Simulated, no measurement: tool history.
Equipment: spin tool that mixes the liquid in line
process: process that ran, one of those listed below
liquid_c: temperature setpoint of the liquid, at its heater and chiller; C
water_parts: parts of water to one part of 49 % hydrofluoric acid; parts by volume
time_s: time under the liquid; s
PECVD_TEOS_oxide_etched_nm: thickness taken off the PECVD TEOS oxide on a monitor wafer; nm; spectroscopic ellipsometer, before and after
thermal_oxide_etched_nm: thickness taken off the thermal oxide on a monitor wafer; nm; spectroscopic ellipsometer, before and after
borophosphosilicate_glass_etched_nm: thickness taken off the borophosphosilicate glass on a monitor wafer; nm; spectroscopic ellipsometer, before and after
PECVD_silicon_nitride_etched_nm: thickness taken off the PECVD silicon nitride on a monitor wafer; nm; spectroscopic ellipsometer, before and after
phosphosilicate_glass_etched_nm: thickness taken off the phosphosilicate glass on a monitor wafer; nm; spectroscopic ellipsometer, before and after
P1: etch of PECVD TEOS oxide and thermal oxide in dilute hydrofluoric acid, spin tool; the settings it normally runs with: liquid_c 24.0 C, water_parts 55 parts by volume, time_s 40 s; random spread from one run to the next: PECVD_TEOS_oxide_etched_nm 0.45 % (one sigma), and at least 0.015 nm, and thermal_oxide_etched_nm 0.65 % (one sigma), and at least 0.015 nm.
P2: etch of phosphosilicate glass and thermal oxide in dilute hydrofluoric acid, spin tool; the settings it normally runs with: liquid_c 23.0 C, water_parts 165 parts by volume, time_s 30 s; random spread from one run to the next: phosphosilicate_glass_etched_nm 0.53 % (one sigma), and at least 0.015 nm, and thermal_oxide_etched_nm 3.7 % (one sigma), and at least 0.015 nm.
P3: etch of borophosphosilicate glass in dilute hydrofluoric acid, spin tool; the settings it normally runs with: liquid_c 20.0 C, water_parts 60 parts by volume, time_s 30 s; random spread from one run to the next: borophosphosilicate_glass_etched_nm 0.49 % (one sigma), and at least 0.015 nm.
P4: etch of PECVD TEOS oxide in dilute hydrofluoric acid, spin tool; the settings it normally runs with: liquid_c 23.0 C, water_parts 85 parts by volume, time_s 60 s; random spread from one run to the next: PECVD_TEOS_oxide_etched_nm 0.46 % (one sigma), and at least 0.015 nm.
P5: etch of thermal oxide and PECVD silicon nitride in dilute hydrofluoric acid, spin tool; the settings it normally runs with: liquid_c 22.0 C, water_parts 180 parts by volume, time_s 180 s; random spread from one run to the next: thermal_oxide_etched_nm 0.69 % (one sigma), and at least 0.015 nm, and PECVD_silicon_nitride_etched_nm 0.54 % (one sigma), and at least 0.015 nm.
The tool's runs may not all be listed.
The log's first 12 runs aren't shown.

run,hour,process,liquid_c,water_parts,time_s,PECVD_TEOS_oxide_etched_nm,thermal_oxide_etched_nm,borophosphosilicate_glass_etched_nm,PECVD_silicon_nitride_etched_nm,phosphosilicate_glass_etched_nm
13,146.4,P1,24.0,55,40,10.7810,3.67090,,,
14,162.0,P2,17.0,165,30,,0.65230,,,19.201
15,172.2,P1,24.0,80,40,7.1413,2.38590,,,
16,181.7,P1,24.0,20,75,58.1610,19.61000,,,
17,191.0,P1,24.0,55,15,4.0505,1.36110,,,
18,204.6,P5,17.0,180,180,,3.31270,,2.9232,
19,216.6,P2,23.0,165,30,,0.77219,,,24.460
20,228.3,P5,22.0,180,325,,7.31080,,7.4547,
21,240.8,P4,27.0,85,60,8.5305,,,,
22,251.5,P4,23.0,85,60,7.2802,,,,
23,264.2,P3,20.0,105,30,,,9.3381,,
24,272.1,P1,24.0,55,40,10.8450,3.64260,,,

Run 25 is up next; what results do you expect?
25,283.4,P1,24.0,55,40,?,?,,,

For run 25 the tool returned PECVD_TEOS_oxide_etched_nm 10.7290 nm, thermal_oxide_etched_nm 3.61900 nm.

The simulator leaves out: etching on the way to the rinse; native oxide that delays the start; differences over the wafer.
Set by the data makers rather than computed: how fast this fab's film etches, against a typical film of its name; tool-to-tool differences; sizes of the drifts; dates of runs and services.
